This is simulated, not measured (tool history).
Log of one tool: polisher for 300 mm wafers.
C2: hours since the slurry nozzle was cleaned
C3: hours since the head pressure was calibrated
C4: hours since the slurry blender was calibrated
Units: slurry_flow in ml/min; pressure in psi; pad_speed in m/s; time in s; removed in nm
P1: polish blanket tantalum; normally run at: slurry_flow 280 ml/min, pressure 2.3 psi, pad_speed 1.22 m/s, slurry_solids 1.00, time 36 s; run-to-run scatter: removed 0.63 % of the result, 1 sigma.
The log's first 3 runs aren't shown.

Run 4, day 2.058: slurry_flow 170 ml/min, pressure 2.3 psi, pad_speed 1.22 m/s, slurry_solids 1.00, time 36 s; wafers polished on this pad 1171; C2 227.8; C3 604.5; C4 85.8. Result: removed 77.309 nm.
Run 5, day 2.729: slurry_flow 280 ml/min, pressure 2.3 psi, pad_speed 0.54 m/s, slurry_solids 1.00, time 36 s; wafers polished on this pad 1325; C2 243.9; C3 620.6; C4 101.9. Result: removed 37.589 nm.
Run 6, day 3.183: slurry_flow 280 ml/min, pressure 2.3 psi, pad_speed 1.22 m/s, slurry_solids 1.00, time 36 s; wafers polished on this pad 1429; C2 254.8; C3 631.5; C4 112.8. Result: removed 82.799 nm.
Run 7, day 3.804: slurry_flow 280 ml/min, pressure 2.3 psi, pad_speed 0.92 m/s, slurry_solids 1.30, time 36 s; wafers polished on this pad 1572; C2 269.7; C3 646.4; C4 127.7. Result: removed 66.828 nm.
Run 8, day 4.300: slurry_flow 280 ml/min, pressure 2.3 psi, pad_speed 1.22 m/s, slurry_solids 1.00, time 36 s; wafers polished on this pad 1685; C2 281.6; C3 658.3; C4 139.6. Result: removed 83.418 nm.
Run 9, day 4.721: slurry_flow 280 ml/min, pressure 2.3 psi, pad_speed 1.22 m/s, slurry_solids 1.25, time 36 s; wafers polished on this pad 1782; C2 291.7; C3 668.4; C4 149.7. Result: removed 87.841 nm.
Run 10, day 5.338: slurry_flow 280 ml/min, pressure 1.7 psi, pad_speed 1.22 m/s, slurry_solids 1.00, time 36 s; wafers polished on this pad 1924; C2 306.5; C3 683.2; C4 164.5. Result: removed 61.522 nm.
Run 11, day 5.679: slurry_flow 280 ml/min, pressure 2.3 psi, pad_speed 1.22 m/s, slurry_solids 1.00, time 52 s; wafers polished on this pad 2002; C2 314.7; C3 691.4; C4 172.7. Result: removed 119.720 nm.
Run 12, day 6.250: slurry_flow 280 ml/min, pressure 2.3 psi, pad_speed 1.22 m/s, slurry_solids 0.55, time 36 s; wafers polished on this pad 2133; C2 328.4; C3 705.1; C4 186.4. Result: removed 67.997 nm.
Run 13, day 6.692: slurry_flow 280 ml/min, pressure 2.3 psi, pad_speed 1.22 m/s, slurry_solids 1.00, time 36 s; wafers polished on this pad 2234; C2 339.0; C3 715.7; C4 197.0. Result: removed 83.293 nm.
Run 14, day 7.100: slurry_flow 280 ml/min, pressure 2.3 psi, pad_speed 1.78 m/s, slurry_solids 1.00, time 36 s; wafers polished on this pad 2328; C2 348.8; C3 725.5; C4 206.8. Result: removed 122.290 nm.
At day 7.138: slurry blender recalibrated.
Run 15, day 7.808: slurry_flow 410 ml/min, pressure 2.3 psi, pad_speed 1.22 m/s, slurry_solids 1.00, time 36 s; wafers polished on this pad 2491; C2 365.8; C3 742.5; C4 16.2. Result: removed 85.565 nm.
Run 16, day 8.471: slurry_flow 280 ml/min, pressure 2.3 psi, pad_speed 0.94 m/s, slurry_solids 1.25, time 36 s; wafers polished on this pad 2643; C2 381.7; C3 758.4; C4 32.1. Result: removed 68.417 nm.
Run 17, day 9.142: slurry_flow 280 ml/min, pressure 2.3 psi, pad_speed 1.22 m/s, slurry_solids 1.00, time 36 s; wafers polished on this pad 2797; C2 397.8; C3 774.5; C4 48.2. Result: removed 82.314 nm.
Run 18, day 9.825: slurry_flow 280 ml/min, pressure 2.3 psi, pad_speed 1.22 m/s, slurry_solids 1.00, time 36 s; wafers polished on this pad 2953; C2 414.2; C3 790.9; C4 64.6. Result: removed 83.869 nm.
Run 19, day 10.346: slurry_flow 280 ml/min, pressure 3.6 psi, pad_speed 1.22 m/s, slurry_solids 1.00, time 36 s; wafers polished on this pad 3073; C2 426.7; C3 803.4; C4 77.1. Result: removed 130.410 nm.
Run 20, day 10.904: slurry_flow 280 ml/min, pressure 2.3 psi, pad_speed 1.22 m/s, slurry_solids 1.00, time 36 s; wafers polished on this pad 3201; C2 440.1; C3 816.8; C4 90.5. Result: removed 82.740 nm.
Run 21, day 11.296: slurry_flow 280 ml/min, pressure 2.3 psi, pad_speed 1.22 m/s, slurry_solids 1.00, time 36 s; wafers polished on this pad 3291; C2 449.5; C3 826.2; C4 99.9. Result: removed 82.730 nm.

The next listed run, before its measurement:
Run 22, day 11.646: slurry_flow 280 ml/min, pressure 2.3 psi, pad_speed 1.22 m/s, slurry_solids 1.00, time 36 s; wafers polished on this pad 3371; C2 457.9; C3 834.6; C4 108.3. Result: removed ?.

Run 22 gave removed 80.166 nm.

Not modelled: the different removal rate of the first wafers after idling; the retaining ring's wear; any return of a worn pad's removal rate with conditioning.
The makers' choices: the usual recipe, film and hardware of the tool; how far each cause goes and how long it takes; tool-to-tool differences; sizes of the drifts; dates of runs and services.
